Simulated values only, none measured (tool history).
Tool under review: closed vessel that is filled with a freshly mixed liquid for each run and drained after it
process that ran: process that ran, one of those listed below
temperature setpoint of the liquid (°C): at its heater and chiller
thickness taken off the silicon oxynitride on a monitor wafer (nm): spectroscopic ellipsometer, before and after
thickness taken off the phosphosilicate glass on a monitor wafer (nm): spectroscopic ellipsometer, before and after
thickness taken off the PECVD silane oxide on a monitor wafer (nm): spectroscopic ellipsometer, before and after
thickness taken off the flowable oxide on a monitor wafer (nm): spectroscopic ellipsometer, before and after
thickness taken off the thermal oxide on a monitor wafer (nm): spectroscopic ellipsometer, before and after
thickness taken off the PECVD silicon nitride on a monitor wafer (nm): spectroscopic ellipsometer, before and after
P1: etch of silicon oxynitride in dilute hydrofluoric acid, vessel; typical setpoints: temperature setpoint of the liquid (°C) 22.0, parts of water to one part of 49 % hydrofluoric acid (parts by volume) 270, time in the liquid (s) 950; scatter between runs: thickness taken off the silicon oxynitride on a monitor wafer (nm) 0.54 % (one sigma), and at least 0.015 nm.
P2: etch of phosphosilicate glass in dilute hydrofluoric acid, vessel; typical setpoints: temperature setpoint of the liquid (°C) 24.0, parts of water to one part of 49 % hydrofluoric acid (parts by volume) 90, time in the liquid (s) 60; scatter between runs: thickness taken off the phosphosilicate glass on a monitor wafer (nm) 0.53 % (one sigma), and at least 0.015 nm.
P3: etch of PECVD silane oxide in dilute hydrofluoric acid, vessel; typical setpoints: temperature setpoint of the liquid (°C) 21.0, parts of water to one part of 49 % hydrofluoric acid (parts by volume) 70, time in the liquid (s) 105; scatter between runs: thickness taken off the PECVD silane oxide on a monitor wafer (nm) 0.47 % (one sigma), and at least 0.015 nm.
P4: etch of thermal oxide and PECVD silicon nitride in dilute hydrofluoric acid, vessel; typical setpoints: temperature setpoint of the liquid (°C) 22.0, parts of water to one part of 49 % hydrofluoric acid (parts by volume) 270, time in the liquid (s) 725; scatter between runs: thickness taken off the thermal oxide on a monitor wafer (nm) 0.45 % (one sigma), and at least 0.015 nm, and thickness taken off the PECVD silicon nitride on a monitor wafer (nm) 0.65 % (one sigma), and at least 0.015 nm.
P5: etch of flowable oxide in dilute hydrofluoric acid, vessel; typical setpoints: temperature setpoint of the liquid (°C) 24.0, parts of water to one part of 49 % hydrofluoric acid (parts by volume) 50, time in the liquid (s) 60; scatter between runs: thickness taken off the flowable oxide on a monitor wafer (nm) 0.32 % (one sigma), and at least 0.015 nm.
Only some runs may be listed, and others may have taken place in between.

run	hour	process that ran	temperature setpoint of the liquid (°C)	parts of water to one part of 49 % hydrofluoric acid (parts by volume)	time in the liquid (s)	hours since the thermometer was replaced	hours since the hydrofluoric acid flow meter was replaced	thickness taken off the silicon oxynitride on a monitor wafer (nm)	thickness taken off the phosphosilicate glass on a monitor wafer (nm)	thickness taken off the PECVD silane oxide on a monitor wafer (nm)	thickness taken off the flowable oxide on a monitor wafer (nm)	thickness taken off the thermal oxide on a monitor wafer (nm)	thickness taken off the PECVD silicon nitride on a monitor wafer (nm)
1	4.0	P1	22.0	270	950	596.7	114.2	12.2640					
2	7.2	P1	29.5	270	540	599.9	117.4	9.5689					
3	9.3	P2	24.0	50	60	602.0	119.5		91.348				
4	13.4	P1	22.0	270	1585	606.1	123.6	20.4390					
5	16.8	P1	22.0	270	950	609.5	127.0	12.1780					
6	19.4	P3	21.0	70	105	612.1	129.6			25.5190			
7	22.4	P5	24.0	50	60	615.1	132.6				29.725		
8	24.5	P1	22.0	270	950	617.2	134.7	12.1890					
9	27.0	P1	22.0	110	950	619.7	137.2	33.2840					
10	29.6	P2	24.0	90	60	622.3	139.8		48.023				
11	33.5	P5	24.0	50	60	626.2	143.7				29.663		
12	36.7	P1	22.0	270	950	629.4	146.9	12.1170					
13	39.9	P2	32.5	90	60	632.6	150.1		66.542				
14	42.5	P1	22.0	270	190	635.2	152.7	2.4071					
15	46.9	P3	21.0	70	30	639.6	157.1			7.2912			
16	49.7	P3	21.0	20	105	642.4	159.9			94.8050			
17	53.6	P5	29.5	50	60	646.3	163.8				36.960		
18	57.5	P3	28.5	70	105	650.2	167.7			34.3940			
19	60.3	P4	22.0	270	725	653.0	170.5					9.8763	4.1208
20	62.8	P1	18.0	270	950	655.5	173.0	10.0740					
21	66.2	P5	24.0	50	115	658.9	176.4				56.933		
22	70.6	P4	22.0	270	1235	663.3	180.8					16.8500	6.9853
23	73.1	P1	27.5	270	585	665.8	183.3	9.5343					

Run 24, settings as shown, results not yet in. Your forecast:
24	75.1	P1	22.0	270	950	667.8	185.3	?					

thickness taken off the silicon oxynitride on a monitor wafer (nm): 12.1500
